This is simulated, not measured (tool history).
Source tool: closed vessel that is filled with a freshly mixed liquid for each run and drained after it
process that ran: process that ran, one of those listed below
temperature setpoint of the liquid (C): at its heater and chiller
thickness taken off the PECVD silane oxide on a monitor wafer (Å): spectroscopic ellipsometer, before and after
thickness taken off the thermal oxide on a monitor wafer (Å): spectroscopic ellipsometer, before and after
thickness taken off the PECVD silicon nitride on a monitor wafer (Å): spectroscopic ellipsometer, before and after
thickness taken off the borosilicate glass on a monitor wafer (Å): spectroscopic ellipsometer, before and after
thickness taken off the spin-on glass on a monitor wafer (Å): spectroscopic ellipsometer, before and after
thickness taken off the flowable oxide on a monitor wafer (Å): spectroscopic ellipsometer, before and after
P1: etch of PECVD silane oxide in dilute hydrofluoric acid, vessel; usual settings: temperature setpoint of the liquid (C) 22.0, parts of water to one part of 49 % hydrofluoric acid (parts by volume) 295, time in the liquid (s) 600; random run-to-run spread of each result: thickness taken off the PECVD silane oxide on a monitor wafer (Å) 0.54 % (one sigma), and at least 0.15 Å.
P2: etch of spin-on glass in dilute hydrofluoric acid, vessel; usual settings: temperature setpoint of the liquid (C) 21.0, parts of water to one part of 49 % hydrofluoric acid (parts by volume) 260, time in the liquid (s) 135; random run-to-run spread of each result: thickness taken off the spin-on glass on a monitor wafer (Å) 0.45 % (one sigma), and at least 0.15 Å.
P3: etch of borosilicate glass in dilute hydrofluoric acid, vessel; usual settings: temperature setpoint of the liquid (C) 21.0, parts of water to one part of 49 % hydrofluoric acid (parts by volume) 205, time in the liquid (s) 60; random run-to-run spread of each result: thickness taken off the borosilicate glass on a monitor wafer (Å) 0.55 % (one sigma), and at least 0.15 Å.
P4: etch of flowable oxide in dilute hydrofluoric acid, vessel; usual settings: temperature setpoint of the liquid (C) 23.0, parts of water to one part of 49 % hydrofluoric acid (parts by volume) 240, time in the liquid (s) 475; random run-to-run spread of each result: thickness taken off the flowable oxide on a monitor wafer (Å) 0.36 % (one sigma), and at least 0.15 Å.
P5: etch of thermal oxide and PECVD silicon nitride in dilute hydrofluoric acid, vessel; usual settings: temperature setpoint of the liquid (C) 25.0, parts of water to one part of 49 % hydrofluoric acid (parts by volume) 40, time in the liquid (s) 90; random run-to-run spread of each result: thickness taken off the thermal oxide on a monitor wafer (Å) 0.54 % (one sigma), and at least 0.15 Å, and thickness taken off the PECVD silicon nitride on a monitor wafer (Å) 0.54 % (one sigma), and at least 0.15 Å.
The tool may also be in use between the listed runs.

| run | day | process that ran | temperature setpoint of the liquid (C) | parts of water to one part of 49 % hydrofluoric acid (parts by volume) | time in the liquid (s) | hours since the thermometer was replaced | hours since the hydrofluoric acid flow meter was replaced | thickness taken off the PECVD silane oxide on a monitor wafer (Å) | thickness taken off the thermal oxide on a monitor wafer (Å) | thickness taken off the PECVD silicon nitride on a monitor wafer (Å) | thickness taken off the borosilicate glass on a monitor wafer (Å) | thickness taken off the spin-on glass on a monitor wafer (Å) | thickness taken off the flowable oxide on a monitor wafer (Å) |
|---|---|---|---|---|---|---|---|---|---|---|---|---|---|
| 1 | 0.179 | P1 | 22.0 | 295 | 600 | 374.7 | 400.1 | 367.090 |  |  |  |  |  |
| 2 | 0.429 | P5 | 32.0 | 40 | 90 | 380.7 | 406.1 |  | 163.88 | 156.710 |  |  |  |
| 3 | 0.762 | P3 | 21.0 | 95 | 60 | 388.7 | 414.1 |  |  |  | 286.61 |  |  |
| 4 | 0.992 | P1 | 22.0 | 295 | 600 | 394.2 | 419.6 | 365.280 |  |  |  |  |  |
| 5 | 1.292 | P1 | 27.5 | 295 | 600 | 401.4 | 426.8 | 441.550 |  |  |  |  |  |
| 6 | 1.600 | P2 | 21.0 | 260 | 135 | 408.8 | 434.2 |  |  |  |  | 120.960 |  |
| 7 | 1.850 | P1 | 22.0 | 425 | 600 | 414.8 | 440.2 | 229.640 |  |  |  |  |  |
| 8 | 2.025 | P1 | 22.0 | 295 | 600 | 419.0 | 444.4 | 364.130 |  |  |  |  |  |
| 9 | 2.346 | P5 | 25.0 | 40 | 90 | 426.7 | 452.1 |  | 123.34 | 99.355 |  |  |  |
| 10 | 2.550 | P4 | 23.0 | 240 | 475 | 431.6 | 457.0 |  |  |  |  |  | 491.69 |
| 11 | 2.912 | P3 | 21.0 | 205 | 110 | 440.3 | 465.7 |  |  |  | 218.55 |  |  |
| 12 | 3.192 | P4 | 23.0 | 390 | 475 | 447.0 | 472.4 |  |  |  |  |  | 261.73 |
| 13 | 3.504 | P2 | 21.0 | 260 | 245 | 454.5 | 479.9 |  |  |  |  | 220.090 |  |
| 14 | 3.792 | P3 | 21.0 | 205 | 60 | 461.4 | 486.8 |  |  |  | 116.93 |  |  |
| 15 | 4.083 | P1 | 17.0 | 295 | 600 | 468.4 | 493.8 | 303.120 |  |  |  |  |  |
| 16 | 4.388 | P5 | 25.0 | 40 | 180 | 475.7 | 501.1 |  | 242.69 | 199.120 |  |  |  |
| 17 | 4.758 | P1 | 22.0 | 295 | 945 | 484.6 | 510.0 | 572.590 |  |  |  |  |  |
| 18 | 5.096 | P5 | 25.0 | 20 | 90 | 492.7 | 518.1 |  | 252.11 | 194.790 |  |  |  |
| 19 | 5.462 | P3 | 28.5 | 205 | 60 | 501.5 | 526.9 |  |  |  | 156.01 |  |  |
| 20 | 5.638 | P4 | 23.0 | 240 | 475 | 505.7 | 531.1 |  |  |  |  |  | 491.22 |
| 21 | 5.946 | P3 | 21.0 | 205 | 60 | 513.1 | 538.5 |  |  |  | 117.79 |  |  |
| 22 | 6.242 | P4 | 23.0 | 240 | 30 | 520.2 | 545.6 |  |  |  |  |  | 30.93 |
| 23 | 6.575 | P1 | 22.0 | 295 | 600 | 528.2 | 553.6 | 366.110 |  |  |  |  |  |
| 24 | 6.908 | P4 | 30.0 | 240 | 475 | 536.2 | 561.6 |  |  |  |  |  | 625.82 |
| 25 | 7.096 | P1 | 22.0 | 295 | 155 | 540.7 | 566.1 | 94.771 |  |  |  |  |  |
| 26 | 7.354 | P1 | 22.0 | 105 | 600 | 546.9 | 572.3 | 1242.900 |  |  |  |  |  |
| 27 | 7.625 | P2 | 21.0 | 395 | 135 | 553.4 | 578.8 |  |  |  |  | 71.592 |  |
| 28 | 8.008 | P1 | 26.5 | 105 | 600 | 562.6 | 588.0 | 1496.200 |  |  |  |  |  |
| 29 | 8.404 | P2 | 29.5 | 260 | 135 | 572.1 | 597.5 |  |  |  |  | 165.220 |  |
| 30 | 8.638 | P1 | 18.5 | 415 | 600 | 577.7 | 603.1 | 208.270 |  |  |  |  |  |
| 31 | 8.942 | P1 | 22.0 | 295 | 600 | 585.0 | 610.4 | 365.870 |  |  |  |  |  |
| 32 | 9.117 | P1 | 22.0 | 295 | 600 | 589.2 | 614.6 | 370.760 |  |  |  |  |  |
| 33 | 9.438 | P1 | 22.0 | 295 | 600 | 596.9 | 622.3 | 382.370 |  |  |  |  |  |
| 34 | 9.821 | P1 | 22.0 | 295 | 600 | 606.1 | 631.5 | 389.330 |  |  |  |  |  |
| 35 | 10.112 | P1 | 22.0 | 295 | 600 | 613.1 | 638.5 | 387.030 |  |  |  |  |  |
| 36 | 10.404 | P1 | 22.0 | 295 | 600 | 620.1 | 645.5 | 391.880 |  |  |  |  |  |
| 37 | 10.625 | P1 | 22.0 | 295 | 600 | 625.4 | 650.8 | 388.920 |  |  |  |  |  |
| 38 | 10.833 | P1 | 22.0 | 295 | 600 | 630.4 | 655.8 | 391.260 |  |  |  |  |  |

What P1 gives has crept off from where it sat before. The 2 causes that follow fit the log equally well, each at the size noted:
A: hydrofluoric acid flow above the setpoint (%) = 5.48
B: liquid hotter than its thermometer reads (K) = 1.93
Onset of the creep was near day 8.942.

Of the 4 check runs listed below, each run on one wafer and each result written as a question mark, which would let you distinguish the listed causes because they would give clearly different results?
| check 1 | 11.042 | P4 | 23.0 | 375 | 55 |  |  |  |  |  |  |  | ? |
| check 2 | 11.042 | P5 | 28.5 | 40 | 170 |  |  |  | ? | ? |  |  |  |
| check 3 | 11.042 | P2 | 21.0 | 375 | 135 |  |  |  |  |  |  | ? |  |
| check 4 | 11.042 | P3 | 26.5 | 205 | 60 |  |  |  |  |  | ? |  |  |

Predicted outcomes, by check and by cause:
| check | result | if A | if B |
|---|---|---|---|
| check 1 | thickness taken off the flowable oxide on a monitor wafer (Å) | 34.349 | 34.122 |
| check 2 | thickness taken off the thermal oxide on a monitor wafer (Å) | 283.25 | 289.04 |
| check 2 | thickness taken off the PECVD silicon nitride on a monitor wafer (Å) | 249.540 | 268.540 |
| check 3 | thickness taken off the spin-on glass on a monitor wafer (Å) | 81.554 | 81.215 |
| check 4 | thickness taken off the borosilicate glass on a monitor wafer (Å) | 154.24 | 154.70 |
Separation of the two closest causes in each check, using whichever result separates them best: check 1 0.66 %; check 2 7.34 %; check 3 0.42 %; check 4 0.29 %
The causes can be told apart only by check 2. The other checks would give nearly the same results under each of them.

The results of check 2 are: thickness taken off the thermal oxide on a monitor wafer (Å) 289.03; thickness taken off the PECVD silicon nitride on a monitor wafer (Å) 270.450. Based on these, which of the listed causes is it?

It was cause B: liquid hotter than its thermometer reads (K).
